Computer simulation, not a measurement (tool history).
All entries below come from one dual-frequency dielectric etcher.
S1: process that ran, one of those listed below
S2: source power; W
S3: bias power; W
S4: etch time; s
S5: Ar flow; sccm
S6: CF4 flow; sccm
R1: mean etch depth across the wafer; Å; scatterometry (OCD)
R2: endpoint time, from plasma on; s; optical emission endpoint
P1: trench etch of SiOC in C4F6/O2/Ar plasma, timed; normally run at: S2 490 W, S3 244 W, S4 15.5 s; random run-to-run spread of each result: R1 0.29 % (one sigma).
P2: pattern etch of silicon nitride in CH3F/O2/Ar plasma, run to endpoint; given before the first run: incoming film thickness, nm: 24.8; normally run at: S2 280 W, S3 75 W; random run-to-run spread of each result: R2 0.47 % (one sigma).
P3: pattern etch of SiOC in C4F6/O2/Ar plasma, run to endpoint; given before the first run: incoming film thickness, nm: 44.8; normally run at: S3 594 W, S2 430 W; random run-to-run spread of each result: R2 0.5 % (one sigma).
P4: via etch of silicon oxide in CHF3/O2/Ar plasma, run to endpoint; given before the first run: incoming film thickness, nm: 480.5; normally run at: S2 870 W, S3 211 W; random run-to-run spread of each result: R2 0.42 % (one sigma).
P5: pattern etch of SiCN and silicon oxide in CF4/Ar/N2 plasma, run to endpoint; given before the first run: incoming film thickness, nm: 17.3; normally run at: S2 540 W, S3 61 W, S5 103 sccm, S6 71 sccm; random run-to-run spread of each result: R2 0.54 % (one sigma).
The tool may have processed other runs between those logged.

run	hour	S1	S2	S3	S4	S5	S6	R1	R2
1	9.7	P1	490	244	15.5			387.69	
2	22.3	P1	490	156	12			259.41	
3	30	P1	490	244	15.5			386.03	
4	38	P4	710	211					213.84
5	47.1	P5	540	61		103	49		19.38
6	59.8	P1	340	147	15.5			283.98	
7	68.1	P1	490	244	9.5			236.81	
8	79.5	P1	490	244	15.5			385.69	
9	86.6	P5	540	61		103	71		18.091
10	93.6	P1	490	244	15.5			386.85	
11	101.6	P2	280	75					41.748
12	111.6	P2	280	75					41.748
13	121.2	P3	520	594					13.071
14	129.7	P5	540	41		103	71		20.461
15	139.7	P1	490	244	15.5			385.51	
16	145.8	P5	650	61		103	71		15.421
17	158.3	P4	870	211					200.88
18	168.7	P1	490	244	15.5			386.01	
19	180.8	P1	610	244	15.5			420.21	
20	194	P4	870	130					232.01
21	203.4	P3	430	594					13.983
22	212	P1	390	244	15.5			353.57	
# hour 213.7: wet clean of the chamber
23	220.5	P2	280	45					49.847
24	229.5	P5	540	61		103	71		17.978
25	239.4	P1	490	170	15.5			342.72	
26	249.1	P1	490	244	20			500.12	
27	256.3	P2	380	75					37.562
28	269	P5	540	61		62	71		16.929
29	281.7	P1	490	323	15.5			425.18	
30	292.2	P1	380	244	9			204.72	
31	303.4	P3	430	411					16.092
32	315.9	P1	490	244	15.5			385.92	
33	327.4	P1	490	244	15.5			388.58	
34	337.7	P1	490	244	15.5			390.31	
35	346.3	P1	490	244	15.5			392.4	
36	353.8	P1	490	244	15.5			392.31	
# hour 357.5: wet clean of the chamber
37	365.9	P1	490	244	15.5			391.36	
38	372.7	P1	490	244	15.5			393.94	
39	382.8	P1	490	244	15.5			393.17	
40	388.9	P1	490	244	15.5			394.2	
41	395.2	P1	490	244	15.5			393.07	
42	401.2	P1	490	244	15.5			393.13	
43	407.4	P1	490	244	15.5			391.53	

What P1 gives has crept away from where it was. These 2 causes fit the log equally well, each at the size given:
A: bias power that arrives over what is set, % = 4.87
B: source power that arrives over what is set, % = 4.22
The process output started creeping at around hour 315.9.
Other possible causes, and why each is ruled out:
chamber walls in a state that raises the etch rate, %: its service at hour 357.5 followed the start of the drift and did not put the process back to its old value

The list below offers 4 check runs, each averaging the results of 5 wafers, and shows each result as a question mark. For which of them would the listed causes give clearly different results?
check 1	413.6	P2	280	75					?
check 2	413.6	P5	540	61		103	71		?
check 3	413.6	P4	870	211					?
check 4	413.6	P3	430	594					?

Expected result of each check under each candidate cause:
check	result	if A	if B
check 1	R2	41.394	41.454
check 2	R2	17.884	17.506
check 3	R2	195.98	196.05
check 4	R2	13.83	13.872
Smallest distance between any two causes, each pair judged by its most separating result, in per cent: check 1 0.14 %; check 2 2.14 %; check 3 0.04 %; check 4 0.3 %
Only check 2 tells the causes apart: in the others they would give nearly the same result.

Check 2 was carried out, with these results: R2 17.554 s. Which of the listed causes is responsible?

B is the cause: source power that arrives over what is set, %.

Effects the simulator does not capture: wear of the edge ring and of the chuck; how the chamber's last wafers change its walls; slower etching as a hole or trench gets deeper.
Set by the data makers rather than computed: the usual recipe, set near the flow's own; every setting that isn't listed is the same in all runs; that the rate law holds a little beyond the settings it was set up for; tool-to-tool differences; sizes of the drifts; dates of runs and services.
